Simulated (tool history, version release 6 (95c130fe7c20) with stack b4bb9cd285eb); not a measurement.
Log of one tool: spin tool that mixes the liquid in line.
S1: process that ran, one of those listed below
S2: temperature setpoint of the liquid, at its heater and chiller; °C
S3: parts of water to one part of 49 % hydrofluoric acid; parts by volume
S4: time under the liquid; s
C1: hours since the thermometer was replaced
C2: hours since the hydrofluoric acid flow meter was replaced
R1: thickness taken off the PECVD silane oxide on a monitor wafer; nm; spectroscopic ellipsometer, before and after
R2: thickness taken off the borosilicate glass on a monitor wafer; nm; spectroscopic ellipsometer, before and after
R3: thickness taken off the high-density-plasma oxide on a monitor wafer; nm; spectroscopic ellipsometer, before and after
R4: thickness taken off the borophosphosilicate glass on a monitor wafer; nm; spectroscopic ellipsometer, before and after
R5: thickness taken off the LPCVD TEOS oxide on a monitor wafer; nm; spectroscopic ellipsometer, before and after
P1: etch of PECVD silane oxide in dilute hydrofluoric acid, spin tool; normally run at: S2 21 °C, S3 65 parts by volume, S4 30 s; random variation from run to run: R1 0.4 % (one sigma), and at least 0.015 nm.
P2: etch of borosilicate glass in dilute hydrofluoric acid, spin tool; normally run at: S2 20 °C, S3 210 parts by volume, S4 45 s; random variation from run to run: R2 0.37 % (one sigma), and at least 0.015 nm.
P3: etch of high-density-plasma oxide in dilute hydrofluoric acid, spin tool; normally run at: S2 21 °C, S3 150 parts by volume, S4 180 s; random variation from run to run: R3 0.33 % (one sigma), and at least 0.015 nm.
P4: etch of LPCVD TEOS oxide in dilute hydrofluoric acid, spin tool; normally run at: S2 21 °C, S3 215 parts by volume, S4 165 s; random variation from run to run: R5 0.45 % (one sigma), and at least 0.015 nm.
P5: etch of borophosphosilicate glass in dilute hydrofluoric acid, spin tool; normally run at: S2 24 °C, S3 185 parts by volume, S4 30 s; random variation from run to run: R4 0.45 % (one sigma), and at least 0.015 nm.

run   hour  S1    S2   S3   S4      C1     C2      R1      R2      R3      R4      R5
  1    6.8  P1    21   65   30   936.2  411.5  12.339
  2   15.6  P2    20  210   65     945  420.3          10.099
  3   23.5  P3    21  150  180   952.9  428.2                  9.4727
  4   35.7  P1  25.5   65   60   965.1  440.4  29.745
  5   46.5  P3    21  150  180   975.9  451.2                  9.5213
  6   59.3  P2    20  210   45   988.7    464          7.0221
  7   67.3  P1    21   65   55   996.7    472  22.642
  8   81.6  P1    21   35   30    1011  486.3  23.935
  9   91.2  P1    17   65   30  1020.6  495.9   10.34
 10  106.2  P3    21   45  180  1035.6  510.9                  35.865
 11  118.9  P1    21   30   45  1048.3  523.6  41.495
 12  128.4  P3    26  150  180  1057.8  533.1                   11.56
 13  135.4  P3    21  150  100  1064.8  540.1                  5.2961
 14  142.4  P1    21   65   30  1071.8  547.1  12.249
 15  153.6  P5    24   55   30    1083  558.3                          28.691
 16    161  P4    28  215  165  1090.4  565.7                                  18.431
 17  174.3  P4    21  215  165  1103.7    579                                  14.315
 18  187.8  P4    21   30  165  1117.2  592.5                                  125.28
 19  196.8  P4    21  215   15  1126.2  601.5                                  1.3033
 20  209.8  P1    21   65   15  1139.2  614.5  6.1298
 21  217.4  P4    21  215  165  1146.8  622.1                                  14.378
 22  224.6  P2    17  210   45    1154  629.3          6.2381
 23  238.4  P2    20  375   45  1167.8  643.1          3.3826
 24  247.2  P1    21   65   30  1176.6  651.9   12.43
 25  255.3  P1    21   65   30  1184.7    660  12.278
 26  265.6  P1  25.5   65   30    1195  670.3  14.749
 27  280.6  P2    20  210   45    1210  685.3          6.9968
 28  287.8  P5    24  185   60  1217.2  692.5                          14.557
 29  298.6  P1    25  110   30    1228  703.3  8.1066
 30  306.8  P5    28  185   30  1236.2  711.5                          8.5128
 31  320.6  P1    21   95   30    1250  725.3   8.165
 32  333.1  P5    24  185   30  1262.5  737.8                          7.2668
 33  342.2  P1    21   65   30  1271.6  746.9   12.33
 34  352.1  P1    21   65   30  1281.5  756.8  12.063
 35  363.7  P1    21   65   30  1293.1  768.4  11.804
 36  370.4  P1    21   65   30  1299.8  775.1  11.634
 37  378.3  P1    21   65   30  1307.7    783  11.506
 38  391.8  P1    21   65   30  1321.2  796.5  11.418
 39  404.8  P1    21   65   30  1334.2  809.5  11.382
 40  414.9  P1    21   65   30  1344.3  819.6  11.382
 41  421.5  P1    21   65   30  1350.9  826.2  11.302
 42  430.1  P1    21   65   30  1359.5  834.8  11.272
 43  438.1  P1    21   65   30  1367.5  842.8  11.346
 44  446.2  P1    21   65   30  1375.6  850.9  11.317

What P1 gives has crept away from where it was. These 2 causes fit the log equally well, each at the size given:
A: hydrofluoric acid flow below the setpoint (%) = 7.9
B: liquid colder than its thermometer reads (K) = 2.12
The creep began at about hour 342.2.

4 check runs are offered, each on 2 wafers whose results are averaged, their results left as question marks. Which one tells the causes apart?
check 1  454.3  P4  21   75   30                           ?
check 2  454.3  P3  25   60  180                   ?
check 3  454.3  P5  24   90   45                       ?
check 4  454.3  P2  20  345   45               ?

What each check would give under each cause:
  check  result    if A    if B
check 1      R5  7.9097    7.92
check 2      R3  28.368  28.442
check 3      R4  22.894  23.042
check 4      R2  3.3779  3.4837
How far apart the two closest causes lie, in the result that separates them most: check 1 0.13 %; check 2 0.26 %; check 3 0.65 %; check 4 3.08 %
Check 4 tells the causes apart: in the others they would give nearly the same result.

Then check 4 was run and gave: R2 3.3734 nm. Which cause is it?

It is A: hydrofluoric acid flow below the setpoint (%).
